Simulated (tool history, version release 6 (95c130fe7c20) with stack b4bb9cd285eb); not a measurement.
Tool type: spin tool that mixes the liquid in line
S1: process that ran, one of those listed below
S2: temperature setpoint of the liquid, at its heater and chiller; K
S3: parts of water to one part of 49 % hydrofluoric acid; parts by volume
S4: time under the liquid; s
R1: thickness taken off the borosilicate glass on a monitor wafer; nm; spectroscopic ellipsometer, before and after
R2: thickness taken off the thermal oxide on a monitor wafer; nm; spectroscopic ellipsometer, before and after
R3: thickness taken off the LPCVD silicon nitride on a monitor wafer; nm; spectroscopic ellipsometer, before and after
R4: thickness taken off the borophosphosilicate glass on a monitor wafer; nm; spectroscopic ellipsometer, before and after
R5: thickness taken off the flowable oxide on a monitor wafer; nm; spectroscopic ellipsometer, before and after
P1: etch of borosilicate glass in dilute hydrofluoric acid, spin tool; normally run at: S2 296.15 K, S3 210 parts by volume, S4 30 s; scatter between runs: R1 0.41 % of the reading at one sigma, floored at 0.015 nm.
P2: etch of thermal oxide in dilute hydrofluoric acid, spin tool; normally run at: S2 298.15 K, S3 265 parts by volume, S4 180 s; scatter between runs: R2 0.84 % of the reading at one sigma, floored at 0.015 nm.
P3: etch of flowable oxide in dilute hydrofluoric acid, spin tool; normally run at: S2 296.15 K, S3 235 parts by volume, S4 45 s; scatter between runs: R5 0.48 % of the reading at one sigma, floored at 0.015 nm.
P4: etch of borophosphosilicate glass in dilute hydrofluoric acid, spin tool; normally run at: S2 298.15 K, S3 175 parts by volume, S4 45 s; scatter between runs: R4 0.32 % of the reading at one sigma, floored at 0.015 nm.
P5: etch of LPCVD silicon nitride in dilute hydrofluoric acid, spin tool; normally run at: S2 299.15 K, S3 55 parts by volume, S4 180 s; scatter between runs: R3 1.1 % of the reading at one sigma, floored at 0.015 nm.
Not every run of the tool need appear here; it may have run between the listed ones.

run,hour,S1,S2,S3,S4,R1,R2,R3,R4,R5
1,7.3,P1,296.15,210,30,6.6476,,,,
2,11.8,P2,298.15,265,180,,2.9734,,,
3,16.3,P5,294.65,55,180,,,1.347,,
4,23.7,P2,304.65,265,180,,3.7257,,,
5,33.3,P4,298.15,175,70,,,,10.191,
6,37.9,P1,291.65,50,30,27.989,,,,
7,46.3,P1,296.15,210,30,6.7183,,,,
8,55.8,P1,290.15,210,30,5.2718,,,,
9,65.6,P3,296.15,130,45,,,,,11.606
10,74.1,P3,290.15,235,45,,,,,4.5618
11,83.2,P2,298.15,265,95,,1.5916,,,
12,92.3,P4,298.15,175,45,,,,6.4908,
13,99.5,P1,296.15,340,30,3.6529,,,,
14,106.4,P1,296.15,110,30,14.216,,,,
15,112.7,P5,299.15,55,180,,,1.8508,,
16,119,P5,299.15,20,180,,,4.7835,,
17,128.3,P5,299.15,55,295,,,2.9616,,
18,137.7,P3,296.15,235,75,,,,,9.5611
19,143.1,P2,298.15,160,180,,5.5151,,,
20,151.4,P1,296.15,210,60,13.374,,,,
21,157.8,P1,296.15,210,30,6.7286,,,,
22,166.5,P4,298.15,95,45,,,,13.232,
23,171.7,P1,296.15,210,30,6.694,,,,
24,178.2,P3,296.15,235,45,,,,,5.7154
25,186.6,P5,299.15,55,180,,,1.8085,,
26,193.6,P1,296.15,210,30,6.6771,,,,
27,202.2,P1,296.15,210,15,3.2959,,,,
28,211.7,P1,301.15,210,30,8.0824,,,,
29,220.9,P4,305.65,175,45,,,,8.4937,
30,229.4,P1,296.15,210,30,6.6541,,,,
31,237.4,P1,296.15,210,30,6.8232,,,,
32,243,P1,296.15,210,30,6.894,,,,
33,249.9,P1,296.15,210,30,6.9016,,,,
34,257.2,P1,296.15,210,30,7.0701,,,,
35,266.4,P1,296.15,210,30,7.0841,,,,
36,270.8,P1,296.15,210,30,7.1026,,,,
37,276.8,P1,296.15,210,30,7.0988,,,,
38,283.9,P1,296.15,210,30,7.088,,,,
39,292.9,P1,296.15,210,30,7.1009,,,,
40,297.8,P1,296.15,210,30,7.0811,,,,
41,303.6,P1,296.15,210,30,7.1181,,,,

The output of P1 has drifted from where it used to be. Each of the 2 causes below, taken at the size shown beside it, accounts for the log equally well:
A: hydrofluoric acid flow above the setpoint (%) = 5.31
B: liquid hotter than its thermometer reads (K) = 1.71
The onset of the drift is placed at about hour 229.4.

Below are 4 check runs, each averaged over 3 wafers, with their results shown as question marks. Which of them would give clearly different results depending on which cause is behind the drift?
check 1,309.4,P5,299.15,55,180,,,?,,
check 2,309.4,P2,298.15,265,180,,?,,,
check 3,309.4,P4,298.15,175,45,,,,?,
check 4,309.4,P3,296.15,235,45,,,,,?

What every check run would give for each of its results, assuming each possible cause in turn:
check,result,if A,if B
check 1,R3,1.91,2.0318
check 2,R2,3.1912,3.1713
check 3,R4,6.935,6.9436
check 4,R5,6.1196,6.1079
Gap, in per cent, between the two causes that each check separates least, read from the result that separates them most: check 1 6.18 %; check 2 0.62 %; check 3 0.12 %; check 4 0.19 %
Of the check runs offered, only check 1 discriminates between the causes; the rest would read about the same regardless of which cause applies.

Then check 1 was run and gave: R3 1.8886 nm. Which cause is it?

It is A: hydrofluoric acid flow above the setpoint (%).
